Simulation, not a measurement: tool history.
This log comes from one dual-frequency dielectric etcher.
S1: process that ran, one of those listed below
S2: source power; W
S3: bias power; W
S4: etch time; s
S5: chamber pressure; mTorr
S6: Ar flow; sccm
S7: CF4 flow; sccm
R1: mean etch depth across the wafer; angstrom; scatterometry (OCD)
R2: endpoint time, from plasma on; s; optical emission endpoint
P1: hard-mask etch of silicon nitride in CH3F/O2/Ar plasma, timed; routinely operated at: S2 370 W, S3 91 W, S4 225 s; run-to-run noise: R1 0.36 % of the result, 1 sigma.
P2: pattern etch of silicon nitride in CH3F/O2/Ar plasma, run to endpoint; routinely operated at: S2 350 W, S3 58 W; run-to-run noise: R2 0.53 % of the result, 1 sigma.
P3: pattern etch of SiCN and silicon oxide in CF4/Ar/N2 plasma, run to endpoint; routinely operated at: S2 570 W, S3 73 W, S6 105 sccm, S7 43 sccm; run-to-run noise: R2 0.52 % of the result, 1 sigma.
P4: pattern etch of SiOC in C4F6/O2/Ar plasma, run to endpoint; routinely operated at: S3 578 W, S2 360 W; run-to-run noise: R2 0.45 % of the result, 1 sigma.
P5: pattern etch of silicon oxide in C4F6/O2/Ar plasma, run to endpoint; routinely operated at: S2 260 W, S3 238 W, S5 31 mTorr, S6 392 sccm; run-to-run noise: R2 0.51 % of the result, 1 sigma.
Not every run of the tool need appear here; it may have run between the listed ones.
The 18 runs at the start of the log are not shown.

run,day,S1,S2,S3,S4,S5,S6,S7,R1,R2
19,10.738,P1,370,91,315,,,,2254.7,
20,11.117,P5,260,238,,25,392,,,14.911
21,11.758,P3,570,73,,,105,43,,18.207
22,12.346,P1,370,91,225,,,,1607.1,
23,12.958,P3,670,73,,,105,43,,15.906
24,13.408,P2,350,42,,,,,,37.623
25,14.058,P1,480,91,225,,,,1774.6,
26,14.483,P2,350,58,,,,,,34.05
27,14.996,P1,370,52,225,,,,1320.9,
28,15.525,P5,260,324,,31,392,,,13.775
29,16.154,P1,370,60,282.5,,,,1737.2,
30,16.833,P1,370,91,153.5,,,,1090.7,
31,17.421,P3,570,49,,,105,43,,20.885
32,18.1,P5,260,238,,31,264,,,14.607
33,18.621,P1,370,91,225,,,,1594.8,
34,18.967,P1,370,91,225,,,,1609.1,
35,19.404,P1,370,91,225,,,,1584.9,
36,19.946,P1,370,91,225,,,,1578.7,
37,20.683,P1,370,91,225,,,,1587.8,
# day 20.796: wet clean of the chamber
38,21.304,P1,370,91,225,,,,1582.8,
39,21.921,P1,370,91,225,,,,1580.9,

What will run 40 give?
40,22.362,P1,370,91,225,,,,?,

Run 40 measured R1 1570.4 angstrom.
